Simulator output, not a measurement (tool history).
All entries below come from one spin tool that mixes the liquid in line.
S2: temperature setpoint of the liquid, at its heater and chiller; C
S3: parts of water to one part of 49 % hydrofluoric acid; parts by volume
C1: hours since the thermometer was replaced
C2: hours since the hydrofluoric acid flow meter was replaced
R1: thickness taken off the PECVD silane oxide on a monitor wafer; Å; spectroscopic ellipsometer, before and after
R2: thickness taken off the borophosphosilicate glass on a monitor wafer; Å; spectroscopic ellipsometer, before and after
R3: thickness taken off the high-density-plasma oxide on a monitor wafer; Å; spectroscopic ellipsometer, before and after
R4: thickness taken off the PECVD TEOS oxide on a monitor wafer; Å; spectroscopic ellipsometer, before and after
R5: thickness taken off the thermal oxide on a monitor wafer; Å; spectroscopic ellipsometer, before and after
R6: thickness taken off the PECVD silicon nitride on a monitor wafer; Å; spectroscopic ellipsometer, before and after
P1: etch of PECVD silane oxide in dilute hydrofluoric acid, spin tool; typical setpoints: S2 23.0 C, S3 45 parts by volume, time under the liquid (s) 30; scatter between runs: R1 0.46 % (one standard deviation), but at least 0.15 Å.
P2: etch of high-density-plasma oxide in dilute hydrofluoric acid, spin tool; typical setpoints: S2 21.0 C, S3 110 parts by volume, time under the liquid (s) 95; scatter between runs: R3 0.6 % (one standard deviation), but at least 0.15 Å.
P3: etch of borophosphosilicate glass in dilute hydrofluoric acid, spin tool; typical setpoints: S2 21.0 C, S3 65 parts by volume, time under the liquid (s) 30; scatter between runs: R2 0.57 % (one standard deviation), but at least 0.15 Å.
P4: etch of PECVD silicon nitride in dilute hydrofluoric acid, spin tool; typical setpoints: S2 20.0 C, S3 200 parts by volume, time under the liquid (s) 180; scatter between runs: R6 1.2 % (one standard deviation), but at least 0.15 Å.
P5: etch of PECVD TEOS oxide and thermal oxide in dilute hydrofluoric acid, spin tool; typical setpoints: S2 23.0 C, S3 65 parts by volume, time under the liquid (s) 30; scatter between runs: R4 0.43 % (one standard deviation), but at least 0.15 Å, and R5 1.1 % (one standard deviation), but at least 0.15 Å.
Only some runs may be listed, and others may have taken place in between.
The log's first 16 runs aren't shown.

{"run": 17, "hour": 74.5, "process that ran": "P4", "S2": 20.0, "S3": 200, "time under the liquid (s)": 180, "C1": 665.1, "C2": 25.0, "R6": 21.997}
{"run": 18, "hour": 77.8, "process that ran": "P1", "S2": 23.0, "S3": 45, "time under the liquid (s)": 30, "C1": 668.4, "C2": 28.3, "R1": 329.95}
{"run": 19, "hour": 82.0, "process that ran": "P4", "S2": 20.0, "S3": 320, "time under the liquid (s)": 180, "C1": 672.6, "C2": 32.5, "R6": 13.489}
{"run": 20, "hour": 84.8, "process that ran": "P5", "S2": 23.0, "S3": 65, "time under the liquid (s)": 30, "C1": 675.4, "C2": 35.3, "R4": 90.869, "R5": 21.935}
{"run": 21, "hour": 88.6, "process that ran": "P1", "S2": 17.0, "S3": 45, "time under the liquid (s)": 30, "C1": 679.2, "C2": 39.1, "R1": 254.74}
{"run": 22, "hour": 93.1, "process that ran": "P2", "S2": 21.0, "S3": 110, "time under the liquid (s)": 95, "C1": 683.7, "C2": 43.6, "R3": 44.174}
{"run": 23, "hour": 96.4, "process that ran": "P1", "S2": 23.0, "S3": 45, "time under the liquid (s)": 55, "C1": 687.0, "C2": 46.9, "R1": 608.57}
{"run": 24, "hour": 102.0, "process that ran": "P1", "S2": 23.0, "S3": 45, "time under the liquid (s)": 30, "C1": 692.6, "C2": 52.5, "R1": 331.47}
{"run": 25, "hour": 105.0, "process that ran": "P1", "S2": 27.5, "S3": 45, "time under the liquid (s)": 30, "C1": 695.6, "C2": 55.5, "R1": 393.64}
{"run": 26, "hour": 110.5, "process that ran": "P1", "S2": 23.0, "S3": 25, "time under the liquid (s)": 30, "C1": 701.1, "C2": 61.0, "R1": 611.93}
{"run": 27, "hour": 113.9, "process that ran": "P2", "S2": 21.0, "S3": 110, "time under the liquid (s)": 155, "C1": 704.5, "C2": 64.4, "R3": 72.044}
{"run": 28, "hour": 117.1, "process that ran": "P5", "S2": 23.0, "S3": 65, "time under the liquid (s)": 15, "C1": 707.7, "C2": 67.6, "R4": 45.401, "R5": 11.095}

Run 29 is up next; what results do you expect?
{"run": 29, "hour": 120.2, "process that ran": "P4", "S2": 17.0, "S3": 200, "time under the liquid (s)": 180, "C1": 710.8, "C2": 70.7, "R6": "?"}

R6: 18.222 Å

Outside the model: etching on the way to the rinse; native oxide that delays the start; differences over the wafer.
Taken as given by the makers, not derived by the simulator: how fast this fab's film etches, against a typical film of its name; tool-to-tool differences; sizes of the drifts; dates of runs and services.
